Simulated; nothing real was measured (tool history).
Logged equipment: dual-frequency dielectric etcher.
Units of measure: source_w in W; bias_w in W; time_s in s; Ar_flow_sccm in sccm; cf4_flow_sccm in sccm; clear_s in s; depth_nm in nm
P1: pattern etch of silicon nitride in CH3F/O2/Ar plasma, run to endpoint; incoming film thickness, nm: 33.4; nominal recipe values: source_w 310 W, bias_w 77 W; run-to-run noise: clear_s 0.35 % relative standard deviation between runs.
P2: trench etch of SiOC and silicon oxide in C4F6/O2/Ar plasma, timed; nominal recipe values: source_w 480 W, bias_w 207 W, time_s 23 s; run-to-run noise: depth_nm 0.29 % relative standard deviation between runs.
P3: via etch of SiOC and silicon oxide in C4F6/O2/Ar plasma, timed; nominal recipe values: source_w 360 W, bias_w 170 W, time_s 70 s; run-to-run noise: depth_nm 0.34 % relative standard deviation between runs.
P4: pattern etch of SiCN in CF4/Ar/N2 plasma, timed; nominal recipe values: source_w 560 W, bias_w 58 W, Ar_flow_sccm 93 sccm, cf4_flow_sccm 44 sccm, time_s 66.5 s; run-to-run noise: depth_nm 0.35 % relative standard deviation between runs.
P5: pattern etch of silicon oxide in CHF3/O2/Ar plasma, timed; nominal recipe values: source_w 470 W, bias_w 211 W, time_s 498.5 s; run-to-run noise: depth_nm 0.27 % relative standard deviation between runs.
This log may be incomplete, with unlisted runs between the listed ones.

run	day	process	source_w	bias_w	time_s	Ar_flow_sccm	cf4_flow_sccm	hours since the last wet clean	hours since the last source power generator calibration	hours since the last bias power generator calibration	clear_s	depth_nm
1	0.458	P1	310	77				245.2	2114.3	1544.7	51.407	
2	0.879	P1	230	55				255.3	2124.4	1554.8	64.329	
3	1.396	P1	310	91				267.7	2136.8	1567.2	48.041	
4	1.779	P3	360	170	102			276.9	2146	1576.4		111.89
5	2.167	P5	470	211	498.5			286.2	2155.3	1585.7		957.86
6	2.625	P2	480	126	23			297.2	2166.3	1596.7		42.773
7	3.2	P2	480	207	23			311	2180.1	1610.5		49.903
8	3.683	P3	360	210	70			322.6	2191.7	1622.1		81.8
9	4.162	P1	310	77				334.1	2203.2	1633.6	50.831	
10	4.454	P1	360	102				341.1	2210.2	1640.6	43.944	
11	4.846	P1	310	77				350.5	2219.6	1650	51.221	
12	5.129	P3	360	170	70			357.3	2226.4	1656.8		76.314
# day 5.454: wet clean of the chamber
13	5.767	P4	670	58	66.5	93	44	7.6	2241.7	1672.1		70.465
14	6.133	P1	220	77				16.4	2250.5	1680.9	58.106	
15	6.679	P2	570	207	23			29.5	2263.6	1694		53.345
16	7.067	P3	360	170	70			38.8	2272.9	1703.3		76.487
17	7.492	P5	290	211	498.5			49	2283.1	1713.5		795.43
18	7.862	P4	560	58	66.5	64	44	57.9	2292	1722.4		64.316
19	8.304	P1	310	77				68.5	2302.6	1733	50.925	
20	8.879	P1	400	62				82.3	2316.4	1746.8	49.78	
21	9.25	P2	480	207	23			91.2	2325.3	1755.7		49.767
22	9.862	P1	310	77				105.9	2340	1770.4	51.14	
23	10.308	P1	310	77				116.6	2350.7	1781.1	51.059	
24	10.8	P4	560	77	66.5	93	44	128.4	2362.5	1792.9		66.482
25	11.362	P4	560	58	66.5	93	44	141.9	2376	1806.4		60.08
26	11.671	P5	470	211	274			149.3	2383.4	1813.8		525.26
27	11.992	P1	310	77				157	2391.1	1821.5	51.298	
28	12.296	P4	560	58	66.5	93	58	164.3	2398.4	1828.8		63.242
29	12.7	P3	470	170	70			174	2408.1	1838.5		85.03
30	13.271	P2	480	207	34			187.7	2421.8	1852.2		73.484
31	13.562	P4	560	58	51	93	44	194.7	2428.8	1859.2		46.043
32	14.108	P1	310	59				207.8	2441.9	1872.3	56.122	
33	14.571	P1	410	77				218.9	2453	1883.4	45.87	
34	14.983	P5	470	157	498.5			228.8	2462.9	1893.3		858.88
35	15.458	P1	310	77				240.2	2474.3	1904.7	51.033	
36	15.95	P1	310	77				252	2486.1	1916.5	51.505	
37	16.575	P1	310	77				267	2501.1	1931.5	51.848	
38	17.025	P1	310	77				277.8	2511.9	1942.3	51.666	
39	17.467	P1	310	77				288.4	2522.5	1952.9	52.233	
# day 17.783: wet clean of the chamber
40	17.879	P1	310	77				2.4	2532.4	1962.8	51.937	
41	18.462	P1	310	77				16.4	2546.4	1976.8	51.751	
42	18.988	P1	310	77				29	2559	1989.4	51.743	
43	19.604	P1	310	77				43.8	2573.8	2004.2	51.955	
44	20.242	P1	310	77				59.1	2589.1	2019.5	51.853	
45	20.679	P1	310	77				69.6	2599.6	2030	52.405	
46	21.138	P1	310	77				80.6	2610.6	2041	52.298	

What P1 gives has crept away from where it was. These 2 causes fit the log equally well, each at the size given:
A: source power that arrives under what is set, % = 4.56
B: bias power that arrives under what is set, % = 4.85
The drift started at roughly day 15.458.
Every other cause this tool's parts could produce, and why it does not fit the log:
chamber walls in a state that lowers the etch rate, %: serviced at day 17.783, after the change had begun; the process did not return to its earlier output

4 check runs are offered, each on 2 wafers whose results are averaged, their results left as question marks. Which one tells the causes apart?
check 1	21.596	P3	360	170	70							?
check 2	21.596	P5	470	211	498.5							?
check 3	21.596	P2	480	207	23							?
check 4	21.596	P4	560	58	66.5	93	44					?

What each check would give under each cause:
check	result	if A	if B
check 1	depth_nm	75.26	75.429
check 2	depth_nm	935.55	935.71
check 3	depth_nm	48.878	48.984
check 4	depth_nm	57.736	59.125
Gap, in per cent, between the two causes that each check separates least, read from the result that separates them most: check 1 0.22 %; check 2 0.02 %; check 3 0.22 %; check 4 2.38 %
Of the check runs offered, only check 4 discriminates between the causes; the rest would read about the same regardless of which cause applies.

Check 4 was then run and gave: depth_nm 57.674 nm. Which cause is it?

The cause is A: source power that arrives under what is set, %.
